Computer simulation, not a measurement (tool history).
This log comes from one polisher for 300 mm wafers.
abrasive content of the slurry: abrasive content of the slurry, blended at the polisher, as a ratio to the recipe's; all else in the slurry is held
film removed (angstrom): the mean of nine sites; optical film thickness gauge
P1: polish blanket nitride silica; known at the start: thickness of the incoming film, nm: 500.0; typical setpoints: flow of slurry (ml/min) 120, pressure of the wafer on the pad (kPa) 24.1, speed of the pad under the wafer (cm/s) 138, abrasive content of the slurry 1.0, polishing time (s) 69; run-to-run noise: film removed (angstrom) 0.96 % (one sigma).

| run | hour | flow of slurry (ml/min) | pressure of the wafer on the pad (kPa) | speed of the pad under the wafer (cm/s) | abrasive content of the slurry | polishing time (s) | wafers polished on this pad | hours since the slurry nozzle was cleaned | hours since the head pressure was calibrated | hours since the slurry blender was calibrated | hours since the conditioning disc was replaced | film removed (angstrom) |
|---|---|---|---|---|---|---|---|---|---|---|---|---|
| 1 | 4.8 | 120 | 24.1 | 138 | 1.0 | 69 | 995 | 215.8 | 473.7 | 123.4 | 221.3 | 472.41 |
| 2 | 10.4 | 120 | 24.1 | 138 | 1.0 | 69 | 1071 | 221.4 | 479.3 | 129.0 | 226.9 | 482.17 |
| 3 | 18.3 | 120 | 24.1 | 138 | 1.0 | 69 | 1180 | 229.3 | 487.2 | 136.9 | 234.8 | 469.29 |
| 4 | 24.4 | 120 | 31.7 | 138 | 1.0 | 69 | 1263 | 235.4 | 493.3 | 143.0 | 240.9 | 623.62 |
| 5 | 32.6 | 120 | 24.1 | 138 | 1.0 | 69 | 1375 | 243.6 | 501.5 | 151.2 | 249.1 | 472.17 |
| 6 | 38.6 | 120 | 17.2 | 138 | 1.0 | 85 | 1457 | 249.6 | 507.5 | 157.2 | 255.1 | 412.20 |
| 7 | 45.6 | 120 | 24.1 | 192 | 1.0 | 69 | 1553 | 256.6 | 514.5 | 164.2 | 262.1 | 620.32 |
| 8 | 53.2 | 120 | 24.1 | 138 | 1.0 | 31 | 1657 | 264.2 | 522.1 | 171.8 | 269.7 | 213.79 |
| 9 | 56.9 | 120 | 11.0 | 138 | 1.0 | 69 | 1707 | 267.9 | 525.8 | 175.5 | 273.4 | 216.65 |
| 10 | 64.7 | 120 | 24.1 | 172 | 1.0 | 85 | 1814 | 275.7 | 533.6 | 183.3 | 281.2 | 712.06 |
| 11 | 70.9 | 120 | 24.1 | 138 | 0.7 | 69 | 1899 | 281.9 | 539.8 | 189.5 | 287.4 | 395.93 |
| 12 | 76.8 | 120 | 24.1 | 138 | 1.5 | 69 | 1980 | 287.8 | 545.7 | 195.4 | 293.3 | 559.49 |
| 13 | 80.9 | 120 | 24.1 | 62 | 1.0 | 69 | 2036 | 291.9 | 549.8 | 199.5 | 297.4 | 249.94 |
| 14 | 85.1 | 185 | 24.1 | 138 | 1.0 | 69 | 2093 | 296.1 | 554.0 | 203.7 | 301.6 | 514.88 |
| 15 | 89.4 | 120 | 24.1 | 138 | 1.0 | 107 | 2152 | 300.4 | 558.3 | 208.0 | 305.9 | 719.85 |
| 16 | 97.0 | 80 | 24.1 | 138 | 1.0 | 69 | 2256 | 308.0 | 565.9 | 215.6 | 313.5 | 431.56 |
| 17 | 101.9 | 120 | 24.1 | 138 | 1.0 | 69 | 2323 | 312.9 | 570.8 | 220.5 | 318.4 | 475.10 |
| 18 | 109.8 | 120 | 24.1 | 138 | 1.0 | 69 | 2431 | 320.8 | 578.7 | 228.4 | 326.3 | 471.30 |
| 19 | 114.3 | 120 | 24.1 | 138 | 1.0 | 69 | 2493 | 325.3 | 583.2 | 232.9 | 330.8 | 448.79 |
| 20 | 119.0 | 120 | 24.1 | 138 | 1.0 | 69 | 2557 | 330.0 | 587.9 | 237.6 | 335.5 | 425.82 |
| 21 | 125.6 | 120 | 24.1 | 138 | 1.0 | 69 | 2647 | 336.6 | 594.5 | 244.2 | 342.1 | 425.56 |
|  | 127.8 | conditioning disc replaced and pad reconditioned |
|  | 128.8 | slurry blender recalibrated |
|  | 129.5 | head pressure recalibrated |
| 22 | 130.6 | 120 | 24.1 | 138 | 1.0 | 69 | 2716 | 341.6 | 1.2 | 1.9 | 2.8 | 417.67 |
| 23 | 135.8 | 120 | 24.1 | 138 | 1.0 | 69 | 2787 | 346.8 | 6.4 | 7.1 | 8.0 | 420.09 |
| 24 | 141.0 | 120 | 24.1 | 138 | 1.0 | 69 | 2858 | 352.0 | 11.6 | 12.3 | 13.2 | 414.89 |

The log shows P1 creeping away from where it was. Any of the 2 causes listed here, at the size stated for it, fits the log just as well as the others:
A: slurry flow missing at the pad, % = 38.3
B: removal rate lost through wear of the pad, % = 12
The process output started creeping at around hour 109.8.
Each remaining cause and why it is not a fit:
head's pressure below its setpoint, %: serviced at hour 129.5, which brought nothing back
abrasive missing from the slurry, %: serviced at hour 128.8, which brought nothing back
time polished since the conditioner stopped cutting, s: serviced at hour 127.8, which brought nothing back

Consider the 4 check runs below, whose results appear as question marks and each of which averages 3 wafers. Which one distinguishes the causes, in that each cause would give it a clearly different result?
| check 1 | 146.2 | 120 | 24.1 | 138 | 1.5 | 69 |  |  |  |  |  | ? |
| check 2 | 146.2 | 120 | 24.1 | 184 | 1.0 | 69 |  |  |  |  |  | ? |
| check 3 | 146.2 | 180 | 29.0 | 138 | 1.0 | 69 |  |  |  |  |  | ? |
| check 4 | 146.2 | 120 | 13.1 | 138 | 1.0 | 35 |  |  |  |  |  | ? |

How each check would come out, cause by cause:
| check | result | if A | if B |
|---|---|---|---|
| check 1 | film removed (angstrom) | 491.46 | 491.61 |
| check 2 | film removed (angstrom) | 524.91 | 525.07 |
| check 3 | film removed (angstrom) | 559.18 | 537.95 |
| check 4 | film removed (angstrom) | 114.83 | 114.86 |
Per-check spread between the two closest causes, in the result where they differ most: check 1 0.03 %; check 2 0.03 %; check 3 3.87 %; check 4 0.03 %
Check 3 tells the causes apart: in the others they would give nearly the same result.

After running check 3, the following was obtained: film removed (angstrom) 539.29. Which cause does this point to?

B is the cause: removal rate lost through wear of the pad, %.

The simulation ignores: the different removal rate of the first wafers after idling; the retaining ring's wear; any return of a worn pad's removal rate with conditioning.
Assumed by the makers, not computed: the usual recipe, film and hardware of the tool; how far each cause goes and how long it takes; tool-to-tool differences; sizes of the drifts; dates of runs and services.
